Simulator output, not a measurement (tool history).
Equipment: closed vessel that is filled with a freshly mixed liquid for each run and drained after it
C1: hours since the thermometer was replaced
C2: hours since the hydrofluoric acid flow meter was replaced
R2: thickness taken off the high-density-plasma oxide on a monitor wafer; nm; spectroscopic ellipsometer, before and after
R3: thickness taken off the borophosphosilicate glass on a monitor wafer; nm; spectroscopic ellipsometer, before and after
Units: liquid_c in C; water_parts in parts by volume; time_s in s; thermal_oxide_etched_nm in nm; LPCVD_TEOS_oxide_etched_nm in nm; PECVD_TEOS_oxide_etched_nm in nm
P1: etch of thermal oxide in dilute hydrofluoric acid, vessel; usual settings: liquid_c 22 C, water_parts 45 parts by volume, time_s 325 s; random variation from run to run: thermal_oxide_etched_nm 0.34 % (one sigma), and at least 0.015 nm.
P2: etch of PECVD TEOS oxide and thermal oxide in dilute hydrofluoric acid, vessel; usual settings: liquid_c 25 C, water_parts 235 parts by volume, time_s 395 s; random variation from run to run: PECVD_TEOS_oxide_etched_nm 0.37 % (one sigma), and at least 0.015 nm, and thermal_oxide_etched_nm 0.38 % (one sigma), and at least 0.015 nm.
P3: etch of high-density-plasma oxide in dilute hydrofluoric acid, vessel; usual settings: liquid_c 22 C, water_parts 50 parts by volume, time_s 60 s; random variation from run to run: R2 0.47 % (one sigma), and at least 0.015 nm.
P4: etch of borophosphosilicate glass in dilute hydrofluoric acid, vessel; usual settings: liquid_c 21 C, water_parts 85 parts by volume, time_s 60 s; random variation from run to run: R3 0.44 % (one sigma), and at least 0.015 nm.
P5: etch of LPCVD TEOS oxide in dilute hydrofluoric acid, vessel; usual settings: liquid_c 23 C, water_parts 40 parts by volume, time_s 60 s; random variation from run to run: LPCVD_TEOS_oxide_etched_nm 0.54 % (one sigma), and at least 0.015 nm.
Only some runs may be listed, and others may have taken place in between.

{"run": 1, "day": 0.171, "process": "P1", "liquid_c": 22, "water_parts": 45, "time_s": 325, "C1": 369.4, "C2": 661.1, "thermal_oxide_etched_nm": 33.579}
{"run": 2, "day": 0.475, "process": "P1", "liquid_c": 22, "water_parts": 45, "time_s": 325, "C1": 376.7, "C2": 668.4, "thermal_oxide_etched_nm": 33.684}
{"run": 3, "day": 0.671, "process": "P3", "liquid_c": 17.5, "water_parts": 50, "time_s": 60, "C1": 381.4, "C2": 673.1, "R2": 4.9004}
{"run": 4, "day": 0.829, "process": "P1", "liquid_c": 27.5, "water_parts": 45, "time_s": 325, "C1": 385.2, "C2": 676.9, "thermal_oxide_etched_nm": 42.247}
{"run": 5, "day": 1.129, "process": "P4", "liquid_c": 21, "water_parts": 85, "time_s": 60, "C1": 392.4, "C2": 684.1, "R3": 27.227}
{"run": 6, "day": 1.408, "process": "P1", "liquid_c": 17.5, "water_parts": 45, "time_s": 30, "C1": 399.1, "C2": 690.8, "thermal_oxide_etched_nm": 2.5393}
{"run": 7, "day": 1.704, "process": "P1", "liquid_c": 22, "water_parts": 45, "time_s": 115, "C1": 406.2, "C2": 697.9, "thermal_oxide_etched_nm": 11.837}
{"run": 8, "day": 1.929, "process": "P5", "liquid_c": 23, "water_parts": 40, "time_s": 30, "C1": 411.6, "C2": 703.3, "LPCVD_TEOS_oxide_etched_nm": 24.32}
{"run": 9, "day": 2.212, "process": "P2", "liquid_c": 25, "water_parts": 65, "time_s": 395, "C1": 418.4, "C2": 710.1, "thermal_oxide_etched_nm": 31.532, "PECVD_TEOS_oxide_etched_nm": 186.57}
{"run": 10, "day": 2.354, "process": "P1", "liquid_c": 22, "water_parts": 45, "time_s": 325, "C1": 421.8, "C2": 713.5, "thermal_oxide_etched_nm": 33.718}
{"run": 11, "day": 2.646, "process": "P3", "liquid_c": 22, "water_parts": 50, "time_s": 60, "C1": 428.8, "C2": 720.5, "R2": 6.0067}
{"run": 12, "day": 2.796, "process": "P1", "liquid_c": 18, "water_parts": 45, "time_s": 160, "C1": 432.4, "C2": 724.1, "thermal_oxide_etched_nm": 13.924}
{"run": 13, "day": 2.946, "process": "P3", "liquid_c": 22, "water_parts": 80, "time_s": 60, "C1": 436, "C2": 727.7, "R2": 3.5887}
{"run": 14, "day": 3.262, "process": "P2", "liquid_c": 25, "water_parts": 235, "time_s": 395, "C1": 443.6, "C2": 735.3, "thermal_oxide_etched_nm": 7.1379, "PECVD_TEOS_oxide_etched_nm": 42.076}
{"run": 15, "day": 3.417, "process": "P3", "liquid_c": 22, "water_parts": 50, "time_s": 100, "C1": 447.3, "C2": 739, "R2": 9.9062}
{"run": 16, "day": 3.567, "process": "P5", "liquid_c": 23, "water_parts": 40, "time_s": 60, "C1": 450.9, "C2": 742.6, "LPCVD_TEOS_oxide_etched_nm": 48.284}
{"run": 17, "day": 3.8, "process": "P1", "liquid_c": 22, "water_parts": 20, "time_s": 325, "C1": 456.5, "C2": 748.2, "thermal_oxide_etched_nm": 78.185}
{"run": 18, "day": 4.083, "process": "P4", "liquid_c": 21, "water_parts": 125, "time_s": 60, "C1": 463.3, "C2": 755, "R3": 17.674}
{"run": 19, "day": 4.267, "process": "P1", "liquid_c": 22, "water_parts": 45, "time_s": 470, "C1": 467.7, "C2": 759.4, "thermal_oxide_etched_nm": 48.63}
{"run": 20, "day": 4.471, "process": "P4", "liquid_c": 21, "water_parts": 85, "time_s": 115, "C1": 472.6, "C2": 764.3, "R3": 51.986}
{"run": 21, "day": 4.708, "process": "P5", "liquid_c": 23, "water_parts": 40, "time_s": 60, "C1": 478.3, "C2": 770, "LPCVD_TEOS_oxide_etched_nm": 48.867}
{"run": 22, "day": 4.85, "process": "P5", "liquid_c": 23, "water_parts": 20, "time_s": 60, "C1": 481.7, "C2": 773.4, "LPCVD_TEOS_oxide_etched_nm": 99.947}
{"run": 23, "day": 5.017, "process": "P5", "liquid_c": 17, "water_parts": 40, "time_s": 60, "C1": 485.7, "C2": 777.4, "LPCVD_TEOS_oxide_etched_nm": 37.866}
{"run": 24, "day": 5.267, "process": "P3", "liquid_c": 22, "water_parts": 50, "time_s": 60, "C1": 491.7, "C2": 783.4, "R2": 6.0291}
{"run": 25, "day": 5.575, "process": "P1", "liquid_c": 18.5, "water_parts": 45, "time_s": 325, "C1": 499.1, "C2": 790.8, "thermal_oxide_etched_nm": 28.891}
{"run": 26, "day": 5.792, "process": "P4", "liquid_c": 26.5, "water_parts": 85, "time_s": 60, "C1": 504.3, "C2": 796, "R3": 33.863}
{"run": 27, "day": 5.996, "process": "P1", "liquid_c": 22, "water_parts": 45, "time_s": 325, "C1": 509.2, "C2": 800.9, "thermal_oxide_etched_nm": 33.737}
{"run": 28, "day": 6.208, "process": "P1", "liquid_c": 22, "water_parts": 45, "time_s": 325, "C1": 514.3, "C2": 806, "thermal_oxide_etched_nm": 33.887}
{"run": 29, "day": 6.392, "process": "P4", "liquid_c": 21, "water_parts": 85, "time_s": 60, "C1": 518.7, "C2": 810.4, "R3": 27.197}
{"run": 30, "day": 6.546, "process": "P1", "liquid_c": 22, "water_parts": 70, "time_s": 325, "C1": 522.4, "C2": 814.1, "thermal_oxide_etched_nm": 21.012}
{"run": 31, "day": 6.733, "process": "P2", "liquid_c": 25, "water_parts": 235, "time_s": 665, "C1": 526.9, "C2": 818.6, "thermal_oxide_etched_nm": 11.985, "PECVD_TEOS_oxide_etched_nm": 70.57}
{"run": 32, "day": 6.967, "process": "P1", "liquid_c": 22, "water_parts": 45, "time_s": 325, "C1": 532.5, "C2": 824.2, "thermal_oxide_etched_nm": 33.65}
{"run": 33, "day": 7.117, "process": "P2", "liquid_c": 30, "water_parts": 235, "time_s": 395, "C1": 536.1, "C2": 827.8, "thermal_oxide_etched_nm": 8.4514, "PECVD_TEOS_oxide_etched_nm": 49.881}
{"run": 34, "day": 7.433, "process": "P1", "liquid_c": 22, "water_parts": 45, "time_s": 325, "C1": 543.7, "C2": 835.4, "thermal_oxide_etched_nm": 33.662}
{"run": 35, "day": 7.646, "process": "P1", "liquid_c": 22, "water_parts": 45, "time_s": 325, "C1": 548.8, "C2": 840.5, "thermal_oxide_etched_nm": 33.711}
{"run": 36, "day": 7.938, "process": "P1", "liquid_c": 22, "water_parts": 45, "time_s": 325, "C1": 555.8, "C2": 847.5, "thermal_oxide_etched_nm": 32.281}
{"run": 37, "day": 8.238, "process": "P1", "liquid_c": 22, "water_parts": 45, "time_s": 325, "C1": 563, "C2": 854.7, "thermal_oxide_etched_nm": 31.514}
{"run": 38, "day": 8.517, "process": "P1", "liquid_c": 22, "water_parts": 45, "time_s": 325, "C1": 569.7, "C2": 861.4, "thermal_oxide_etched_nm": 31.096}
{"run": 39, "day": 8.838, "process": "P1", "liquid_c": 22, "water_parts": 45, "time_s": 325, "C1": 577.4, "C2": 869.1, "thermal_oxide_etched_nm": 30.736}
{"run": 40, "day": 8.975, "process": "P1", "liquid_c": 22, "water_parts": 45, "time_s": 325, "C1": 580.7, "C2": 872.4, "thermal_oxide_etched_nm": 30.766}
{"run": 41, "day": 9.283, "process": "P1", "liquid_c": 22, "water_parts": 45, "time_s": 325, "C1": 588.1, "C2": 879.8, "thermal_oxide_etched_nm": 30.455}
{"run": 42, "day": 9.438, "process": "P1", "liquid_c": 22, "water_parts": 45, "time_s": 325, "C1": 591.8, "C2": 883.5, "thermal_oxide_etched_nm": 30.589}
{"run": 43, "day": 9.696, "process": "P1", "liquid_c": 22, "water_parts": 45, "time_s": 325, "C1": 598, "C2": 889.7, "thermal_oxide_etched_nm": 30.407}
{"run": 44, "day": 9.896, "process": "P1", "liquid_c": 22, "water_parts": 45, "time_s": 325, "C1": 602.8, "C2": 894.5, "thermal_oxide_etched_nm": 30.247}

Compared with where it was, what P1 gives has crept away. Each cause listed below fits the log as well as the rest, at the size given for it:
A: hydrofluoric acid flow below the setpoint (%) = 9.1
B: liquid colder than its thermometer reads (K) = 2.39
The onset of the drift is placed at about day 7.646.

Consider the 4 single-wafer check runs listed below, results given as question marks: which one distinguishes between the causes by giving clearly different results for each?
{"run": "check 1", "day": 10.096, "process": "P4", "liquid_c": 21, "water_parts": 85, "time_s": 60, "R3": "?"}
{"run": "check 2", "day": 10.096, "process": "P5", "liquid_c": 23, "water_parts": 40, "time_s": 60, "LPCVD_TEOS_oxide_etched_nm": "?"}
{"run": "check 3", "day": 10.096, "process": "P2", "liquid_c": 25, "water_parts": 235, "time_s": 395, "thermal_oxide_etched_nm": "?", "PECVD_TEOS_oxide_etched_nm": "?"}
{"run": "check 4", "day": 10.096, "process": "P3", "liquid_c": 22, "water_parts": 50, "time_s": 60, "R2": "?"}

Check results expected under each cause:
check=check_1 result=R3 if_A=24.346 if_B=24.492
check=check_2 result=LPCVD_TEOS_oxide_etched_nm if_A=43.964 if_B=43.951
check=check_3 result=thermal_oxide_etched_nm if_A=6.3272 if_B=6.5426
check=check_3 result=PECVD_TEOS_oxide_etched_nm if_A=37.299 if_B=38.568
check=check_4 result=R2 if_A=5.3887 if_B=5.3937
How far apart the two closest causes lie, in the result that separates them most: check 1 0.6 %; check 2 0.03 %; check 3 3.35 %; check 4 0.09 %
Of the check runs offered, only check 3 discriminates between the causes; the rest would read about the same regardless of which cause applies.

Check 3 was then run and gave: thermal_oxide_etched_nm 6.5415 nm; PECVD_TEOS_oxide_etched_nm 38.524 nm. Which cause is it?

It was cause B: liquid colder than its thermometer reads (K).
